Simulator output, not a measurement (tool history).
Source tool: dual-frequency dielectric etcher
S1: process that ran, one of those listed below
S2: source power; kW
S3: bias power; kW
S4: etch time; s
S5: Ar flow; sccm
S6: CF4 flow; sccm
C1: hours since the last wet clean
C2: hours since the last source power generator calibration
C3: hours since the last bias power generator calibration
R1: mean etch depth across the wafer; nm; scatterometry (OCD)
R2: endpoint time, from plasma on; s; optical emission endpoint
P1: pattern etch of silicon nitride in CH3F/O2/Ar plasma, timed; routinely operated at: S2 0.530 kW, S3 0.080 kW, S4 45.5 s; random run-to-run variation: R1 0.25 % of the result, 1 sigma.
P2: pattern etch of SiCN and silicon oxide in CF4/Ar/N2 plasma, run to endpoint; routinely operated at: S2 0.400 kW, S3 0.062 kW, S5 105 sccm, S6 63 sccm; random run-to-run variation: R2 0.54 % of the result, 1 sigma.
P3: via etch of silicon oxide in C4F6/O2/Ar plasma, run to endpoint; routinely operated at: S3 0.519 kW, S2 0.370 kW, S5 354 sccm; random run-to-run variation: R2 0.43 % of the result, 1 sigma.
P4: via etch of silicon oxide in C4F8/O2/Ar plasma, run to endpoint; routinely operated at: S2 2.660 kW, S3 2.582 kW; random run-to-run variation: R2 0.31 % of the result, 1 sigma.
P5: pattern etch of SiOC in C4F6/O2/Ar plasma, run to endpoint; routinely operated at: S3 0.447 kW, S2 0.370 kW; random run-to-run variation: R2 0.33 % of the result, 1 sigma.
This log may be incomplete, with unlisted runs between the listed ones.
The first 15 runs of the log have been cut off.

run,hour,S1,S2,S3,S4,S5,S6,C1,C2,C3,R1,R2
16,192.4,P3,0.370,0.519,,354,,382.1,1227.2,2036.4,,43.943
17,199.1,P3,0.370,0.380,,354,,388.8,1233.9,2043.1,,49.657
18,206.6,P1,0.530,0.080,45.5,,,396.3,1241.4,2050.6,37.920,
19,215.1,P3,0.370,0.519,,440,,404.8,1249.9,2059.1,,44.961
20,228.6,P4,2.660,2.582,,,,418.3,1263.4,2072.6,,245.920
21,242.4,P1,0.370,0.098,45.5,,,432.1,1277.2,2086.4,35.584,
22,253.1,P1,0.530,0.105,45.5,,,442.8,1287.9,2097.1,41.755,
23,262.3,P2,0.400,0.062,,147,63,452.0,1297.1,2106.3,,15.850
24,271.0,P4,1.660,2.582,,,,460.7,1305.8,2115.0,,295.110
25,283.6,P2,0.400,0.062,,105,49,473.3,1318.4,2127.6,,15.682
26,295.0,P5,0.370,0.447,,,,484.7,1329.8,2139.0,,12.656
27,302.9,P1,0.620,0.080,25.0,,,492.6,1337.7,2146.9,22.055,
28,317.5,P1,0.530,0.080,45.5,,,507.2,1352.3,2161.5,37.823,
29,330.2,P3,0.300,0.519,,354,,519.9,1365.0,2174.2,,47.844

For run 30, what comes out?
30,337.4,P1,0.530,0.080,45.5,,,527.1,1372.2,2181.4,?,

{"run 30": {"R1": 37.693}}
